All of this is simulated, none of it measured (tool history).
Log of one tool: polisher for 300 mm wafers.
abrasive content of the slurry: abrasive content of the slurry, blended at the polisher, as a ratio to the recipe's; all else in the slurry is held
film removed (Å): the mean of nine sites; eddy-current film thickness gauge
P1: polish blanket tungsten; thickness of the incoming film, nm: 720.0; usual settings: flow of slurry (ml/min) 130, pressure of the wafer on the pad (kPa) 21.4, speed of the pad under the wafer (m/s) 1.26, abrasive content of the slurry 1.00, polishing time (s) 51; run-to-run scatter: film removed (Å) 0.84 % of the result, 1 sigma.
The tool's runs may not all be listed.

run,hour,flow of slurry (ml/min),pressure of the wafer on the pad (kPa),speed of the pad under the wafer (m/s),abrasive content of the slurry,polishing time (s),wafers polished on this pad,hours since the slurry nozzle was cleaned,hours since the head pressure was calibrated,hours since the slurry blender was calibrated,hours since the slurry got fresh peroxide,film removed (Å)
1,12.9,130,21.4,1.26,1.00,51,483,179.4,632.0,177.3,86.8,2131.50
2,24.2,80,21.4,1.26,1.00,51,628,190.7,643.3,188.6,98.1,1946.60
3,39.8,130,21.4,0.76,1.00,51,827,206.3,658.9,204.2,113.7,1307.00
4,53.7,130,21.4,1.26,1.00,51,1005,220.2,672.8,218.1,127.6,2186.40
# hour 62.6: worn pad replaced by a new one
5,71.5,130,21.4,1.92,1.00,51,113,238.0,690.6,235.9,145.4,3292.80
6,88.9,130,21.4,1.26,1.00,51,336,255.4,708.0,253.3,162.8,2182.10
7,98.9,130,21.4,1.26,1.00,51,464,265.4,718.0,263.3,172.8,2168.80
8,109.8,130,21.4,1.26,1.00,26,603,276.3,728.9,274.2,183.7,1113.40
9,119.6,130,21.4,1.26,1.00,51,728,286.1,738.7,284.0,193.5,2169.90
10,129.3,130,21.4,1.26,1.00,51,852,295.8,748.4,293.7,203.2,2174.80
# hour 135.0: slurry blender recalibrated
11,139.8,130,21.4,1.26,1.45,51,986,306.3,758.9,4.9,213.7,2357.70
12,151.2,130,33.1,1.26,1.00,51,1132,317.7,770.3,16.3,225.1,3406.30
13,159.6,130,21.4,1.26,0.65,51,1239,326.1,778.7,24.7,233.5,1940.40
14,175.9,130,9.7,1.26,1.00,51,1447,342.4,795.0,41.0,249.8,983.56
15,188.0,205,21.4,1.26,1.00,51,1602,354.5,807.1,53.1,261.9,2328.50
16,200.4,130,21.4,1.26,1.00,74,1761,366.9,819.5,65.5,274.3,3197.60
17,214.4,130,32.4,1.80,1.00,51,1939,380.9,833.5,79.5,288.3,4702.10

The next listed run, before its measurement:
18,222.6,130,21.4,1.26,1.00,51,2044,389.1,841.7,87.7,296.5,?

{"run 18": {"film removed (Å)": 2165.0}}

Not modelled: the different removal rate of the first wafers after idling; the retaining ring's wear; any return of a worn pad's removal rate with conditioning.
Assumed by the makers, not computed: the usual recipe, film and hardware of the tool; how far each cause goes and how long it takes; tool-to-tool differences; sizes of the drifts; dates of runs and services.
